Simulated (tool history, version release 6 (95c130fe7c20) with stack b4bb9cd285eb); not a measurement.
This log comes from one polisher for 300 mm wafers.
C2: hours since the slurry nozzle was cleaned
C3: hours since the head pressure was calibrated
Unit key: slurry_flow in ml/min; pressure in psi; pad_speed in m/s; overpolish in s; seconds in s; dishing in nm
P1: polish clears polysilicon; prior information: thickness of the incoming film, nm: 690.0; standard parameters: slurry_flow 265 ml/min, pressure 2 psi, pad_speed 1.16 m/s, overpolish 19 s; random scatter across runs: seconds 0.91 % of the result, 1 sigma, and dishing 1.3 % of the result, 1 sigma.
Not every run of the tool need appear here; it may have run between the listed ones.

{"run": 1, "day": 0.462, "slurry_flow": 265, "pressure": 2, "pad_speed": 1.16, "overpolish": 19, "wafers polished on this pad": 986, "C2": 41.5, "C3": 198.2, "seconds": 66.482, "dishing": 35.621}
{"run": 2, "day": 1.042, "slurry_flow": 265, "pressure": 2, "pad_speed": 1.16, "overpolish": 19, "wafers polished on this pad": 1183, "C2": 55.4, "C3": 212.1, "seconds": 67.928, "dishing": 34.754}
{"run": 3, "day": 1.554, "slurry_flow": 265, "pressure": 2, "pad_speed": 1.16, "overpolish": 19, "wafers polished on this pad": 1358, "C2": 67.7, "C3": 224.4, "seconds": 65.941, "dishing": 35.191}
{"run": 4, "day": 1.942, "slurry_flow": 405, "pressure": 2, "pad_speed": 1.16, "overpolish": 19, "wafers polished on this pad": 1490, "C2": 77, "C3": 233.7, "seconds": 63.803, "dishing": 34.794}
{"run": 5, "day": 2.408, "slurry_flow": 265, "pressure": 0.9, "pad_speed": 1.16, "overpolish": 19, "wafers polished on this pad": 1649, "C2": 88.2, "C3": 244.9, "seconds": 148.28, "dishing": 31.744}
{"run": 6, "day": 2.812, "slurry_flow": 265, "pressure": 2, "pad_speed": 1.16, "overpolish": 19, "wafers polished on this pad": 1787, "C2": 97.9, "C3": 254.6, "seconds": 66.844, "dishing": 35.052}
{"run": 7, "day": 3.35, "slurry_flow": 345, "pressure": 2, "pad_speed": 1.16, "overpolish": 30, "wafers polished on this pad": 1970, "C2": 110.8, "C3": 267.5, "seconds": 64.849, "dishing": 35.277}
{"run": 8, "day": 3.938, "slurry_flow": 265, "pressure": 2, "pad_speed": 1.16, "overpolish": 19, "wafers polished on this pad": 2170, "C2": 124.9, "C3": 281.6, "seconds": 67.141, "dishing": 34.925}
{"run": 9, "day": 4.275, "slurry_flow": 265, "pressure": 2, "pad_speed": 0.7, "overpolish": 19, "wafers polished on this pad": 2285, "C2": 133, "C3": 289.7, "seconds": 110.76, "dishing": 33.743}
{"run": 10, "day": 4.908, "slurry_flow": 265, "pressure": 2, "pad_speed": 1.72, "overpolish": 19, "wafers polished on this pad": 2500, "C2": 148.2, "C3": 304.9, "seconds": 45.216, "dishing": 35.375}
{"run": 11, "day": 5.612, "slurry_flow": 160, "pressure": 2, "pad_speed": 1.16, "overpolish": 19, "wafers polished on this pad": 2740, "C2": 165.1, "C3": 321.8, "seconds": 70.778, "dishing": 35.015}
{"run": 12, "day": 6.05, "slurry_flow": 265, "pressure": 2.8, "pad_speed": 1.16, "overpolish": 19, "wafers polished on this pad": 2889, "C2": 175.6, "C3": 332.3, "seconds": 47.341, "dishing": 34.945}
{"run": 13, "day": 6.617, "slurry_flow": 265, "pressure": 2, "pad_speed": 1.16, "overpolish": 33, "wafers polished on this pad": 3082, "C2": 189.2, "C3": 345.9, "seconds": 67.647, "dishing": 35.015}
{"day": 6.817, "done": "slurry nozzle cleaned"}
{"run": 14, "day": 6.983, "slurry_flow": 400, "pressure": 2, "pad_speed": 1.16, "overpolish": 6, "wafers polished on this pad": 3207, "C2": 4, "C3": 354.7, "seconds": 64.082, "dishing": 29.016}
{"run": 15, "day": 7.438, "slurry_flow": 265, "pressure": 2, "pad_speed": 1.16, "overpolish": 6, "wafers polished on this pad": 3362, "C2": 14.9, "C3": 365.6, "seconds": 66.051, "dishing": 28.742}
{"run": 16, "day": 7.862, "slurry_flow": 265, "pressure": 2, "pad_speed": 1.16, "overpolish": 19, "wafers polished on this pad": 3506, "C2": 25.1, "C3": 375.8, "seconds": 65.195, "dishing": 35.57}
{"run": 17, "day": 8.562, "slurry_flow": 265, "pressure": 2, "pad_speed": 1.16, "overpolish": 19, "wafers polished on this pad": 3745, "C2": 41.9, "C3": 392.6, "seconds": 68.368, "dishing": 34.835}
{"run": 18, "day": 9.254, "slurry_flow": 265, "pressure": 2, "pad_speed": 1.16, "overpolish": 19, "wafers polished on this pad": 3980, "C2": 58.5, "C3": 409.2, "seconds": 68.77, "dishing": 35.51}
{"run": 19, "day": 9.604, "slurry_flow": 265, "pressure": 2, "pad_speed": 1.16, "overpolish": 19, "wafers polished on this pad": 4099, "C2": 66.9, "C3": 417.6, "seconds": 68.519, "dishing": 35.74}
{"day": 9.683, "done": "head pressure recalibrated"}
{"run": 20, "day": 10.117, "slurry_flow": 265, "pressure": 2, "pad_speed": 1.16, "overpolish": 19, "wafers polished on this pad": 4274, "C2": 79.2, "C3": 10.4, "seconds": 69.469, "dishing": 34.994}
{"run": 21, "day": 10.642, "slurry_flow": 265, "pressure": 2, "pad_speed": 1.16, "overpolish": 19, "wafers polished on this pad": 4453, "C2": 91.8, "C3": 23, "seconds": 69.296, "dishing": 35.019}
{"run": 22, "day": 11.183, "slurry_flow": 265, "pressure": 2, "pad_speed": 1.16, "overpolish": 19, "wafers polished on this pad": 4637, "C2": 104.8, "C3": 36, "seconds": 68.673, "dishing": 35.1}

What P1 gives has crept off from where it sat before. The 2 causes that follow fit the log equally well, each at the size noted:
A: slurry flow missing at the pad, % = 34.3
B: removal rate lost through wear of the pad, % = 5.05
Creep in the process output first set in at about day 7.862.
Each remaining cause and why it is not a fit:
head's pressure below its setpoint, %: serviced at day 9.683, which brought nothing back

Of the 4 check runs below, each run on 5 wafers with the results averaged and each result still a question mark, which one would tell the listed causes apart?
{"run": "check 1", "day": 11.725, "slurry_flow": 160, "pressure": 2, "pad_speed": 1.42, "overpolish": 19, "seconds": "?", "dishing": "?"}
{"run": "check 2", "day": 11.725, "slurry_flow": 265, "pressure": 0.9, "pad_speed": 1.16, "overpolish": 19, "seconds": "?", "dishing": "?"}
{"run": "check 3", "day": 11.725, "slurry_flow": 265, "pressure": 1.6, "pad_speed": 1.42, "overpolish": 19, "seconds": "?", "dishing": "?"}
{"run": "check 4", "day": 11.725, "slurry_flow": 265, "pressure": 2.7, "pad_speed": 1.48, "overpolish": 19, "seconds": "?", "dishing": "?"}

If the cause were each of the candidates in turn, the checks would give the following:
check=check_1 result=seconds if_A=62.858 if_B=60.948
check=check_1 result=dishing if_A=35.089 if_B=35.11
check=check_2 result=seconds if_A=155.37 if_B=155.38
check=check_2 result=dishing if_A=31.546 if_B=31.545
check=check_3 result=seconds if_A=71.396 if_B=71.4
check=check_3 result=dishing if_A=34.964 if_B=34.964
check=check_4 result=seconds if_A=40.593 if_B=40.596
check=check_4 result=dishing if_A=35.215 if_B=35.215
How far apart the two closest causes lie, in the result that separates them most: check 1 3.08 %; check 2 0.01 %; check 3 0.01 %; check 4 0.01 %
Check 1 tells the causes apart: in the others they would give nearly the same result.

Then check 1 was run and gave: seconds 62.763 s; dishing 35.151 nm. Which cause is it?

The correct cause is A, namely: slurry flow missing at the pad, %.
